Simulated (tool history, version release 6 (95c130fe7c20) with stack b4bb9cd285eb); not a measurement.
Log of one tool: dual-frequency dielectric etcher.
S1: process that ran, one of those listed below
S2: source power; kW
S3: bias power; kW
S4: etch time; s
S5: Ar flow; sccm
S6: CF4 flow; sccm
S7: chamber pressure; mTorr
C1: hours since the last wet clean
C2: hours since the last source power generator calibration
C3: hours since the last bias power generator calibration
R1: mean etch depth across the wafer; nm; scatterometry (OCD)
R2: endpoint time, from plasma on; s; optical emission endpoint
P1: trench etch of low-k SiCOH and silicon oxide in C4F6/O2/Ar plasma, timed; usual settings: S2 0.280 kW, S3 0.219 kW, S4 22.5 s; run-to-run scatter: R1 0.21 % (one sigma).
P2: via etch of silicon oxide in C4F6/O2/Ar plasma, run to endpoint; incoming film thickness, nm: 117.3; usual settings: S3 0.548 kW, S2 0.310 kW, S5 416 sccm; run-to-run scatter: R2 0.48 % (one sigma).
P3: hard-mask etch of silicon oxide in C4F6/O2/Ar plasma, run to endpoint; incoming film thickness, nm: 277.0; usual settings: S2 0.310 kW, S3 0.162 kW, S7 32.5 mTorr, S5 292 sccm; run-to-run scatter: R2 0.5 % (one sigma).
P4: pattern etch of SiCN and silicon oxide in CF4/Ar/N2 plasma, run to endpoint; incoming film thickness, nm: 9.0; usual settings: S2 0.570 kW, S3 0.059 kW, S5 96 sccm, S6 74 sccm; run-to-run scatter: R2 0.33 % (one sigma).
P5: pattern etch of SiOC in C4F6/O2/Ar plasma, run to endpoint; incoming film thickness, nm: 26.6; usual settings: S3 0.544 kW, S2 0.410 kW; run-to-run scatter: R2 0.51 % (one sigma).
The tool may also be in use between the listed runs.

run	day	S1	S2	S3	S4	S5	S6	S7	C1	C2	C3	R1	R2
1	0.292	P1	0.280	0.219	22.5				340.0	1381.0	1177.4	67.133	
2	0.554	P4	0.570	0.040		96	74		346.3	1387.3	1183.7		9.8399
3	0.746	P3	0.310	0.112		292		32.5	350.9	1391.9	1188.3		113.9600
4	1.012	P3	0.400	0.162		292		32.5	357.3	1398.3	1194.7		91.2060
5	1.196	P1	0.210	0.219	22.5				361.7	1402.7	1199.1	60.235	
6	1.392	P4	0.570	0.059		123	74		366.4	1407.4	1203.8		9.1441
7	1.683	P5	0.410	0.544					373.4	1414.4	1210.8		8.6732
8	1.888	P1	0.280	0.146	22.5				378.3	1419.3	1215.7	58.788	
9	2.212	P1	0.280	0.219	33.5				386.1	1427.1	1223.5	99.763	
10	2.425	P1	0.280	0.219	22.5				391.2	1432.2	1228.6	67.144	
11	2.646	P4	0.570	0.059		96	50		396.5	1437.5	1233.9		9.3663
12	2.908	P1	0.280	0.165	30.0				402.8	1443.8	1240.2	81.564	
13	3.258	P2	0.190	0.548		416			411.2	1452.2	1248.6		34.0150
14	3.612	P5	0.410	0.646					419.7	1460.7	1257.1		8.0679
15	3.850	P1	0.280	0.219	22.5				425.4	1466.4	1262.8	67.203	
16	4.108	P4	0.690	0.059		96	74		431.6	1472.6	1269.0		7.4130
17	4.442	P1	0.170	0.219	27.0				439.6	1480.6	1277.0	66.507	
18	4.608	P1	0.280	0.219	13.0				443.6	1484.6	1281.0	38.681	
19	4.788	P4	0.570	0.059		96	74		447.9	1488.9	1285.3		8.7498
20	5.033	P1	0.350	0.219	22.5				453.8	1494.8	1291.2	72.910	
21	5.283	P3	0.310	0.162		292		43.5	459.8	1500.8	1297.2		105.3000
22	5.483	P2	0.310	0.548		416			464.6	1505.6	1302.0		28.2420
23	5.767	P3	0.310	0.162		292		32.5	471.4	1512.4	1308.8		100.8200
# day 5.812: wet clean of the chamber
24	5.971	P2	0.310	0.548		325			3.9	1517.3	1313.7		27.6480
# day 6.092: bias power generator calibrated
25	6.304	P1	0.280	0.288	22.5				11.9	1525.3	5.1	73.669	
26	6.554	P4	0.570	0.059		96	74		17.9	1531.3	11.1		8.7599
27	6.788	P1	0.180	0.219	27.5				23.5	1536.9	16.7	69.228	
28	7.112	P2	0.310	0.401		416			31.3	1544.7	24.5		31.8640
29	7.475	P5	0.540	0.544					40.0	1553.4	33.2		7.7390
30	7.746	P3	0.310	0.162		381		32.5	46.5	1559.9	39.7		103.9900
31	8.062	P1	0.280	0.219	22.5				54.1	1567.5	47.3	67.107	
32	8.342	P1	0.280	0.219	22.5				60.8	1574.2	54.0	67.244	
33	8.508	P1	0.280	0.219	22.5				64.8	1578.2	58.0	66.960	
34	8.733	P1	0.280	0.219	22.5				70.2	1583.6	63.4	66.606	
35	8.917	P1	0.280	0.219	22.5				74.6	1588.0	67.8	66.539	
36	9.262	P1	0.280	0.219	22.5				82.9	1596.3	76.1	66.360	
# day 9.458: wet clean of the chamber
37	9.558	P1	0.280	0.219	22.5				2.4	1603.4	83.2	65.941	
38	9.850	P1	0.280	0.219	22.5				9.4	1610.4	90.2	66.298	
39	10.058	P1	0.280	0.219	22.5				14.4	1615.4	95.2	65.950	

What P1 gives has crept away from where it was. These 2 causes fit the log equally well, each at the size given:
A: bias power that arrives under what is set, % = 4.72
B: source power that arrives under what is set, % = 4.16
The creep began at about day 8.342.
Why every other cause is out:
chamber walls in a state that lowers the etch rate, %: serviced at day 9.458, which brought nothing back

4 check runs are offered, each on 2 wafers whose results are averaged, their results left as question marks. Which one tells the causes apart?
check 1	10.267	P2	0.310	0.548		416							?
check 2	10.267	P3	0.310	0.162		292		32.5					?
check 3	10.267	P5	0.410	0.544									?
check 4	10.267	P4	0.570	0.059		96	74						?

What each check would give under each cause:
check	result	if A	if B
check 1	R2	28.9550	28.8700
check 2	R2	102.7000	102.8400
check 3	R2	8.7649	8.7424
check 4	R2	8.8952	9.1013
How far apart the two closest causes lie, in the result that separates them most: check 1 0.29 %; check 2 0.14 %; check 3 0.26 %; check 4 2.29 %
Check 4 tells the causes apart: in the others they would give nearly the same result.

Check 4 was then run and gave: R2 8.9032 s. Which cause is it?

It is A: bias power that arrives under what is set, %.
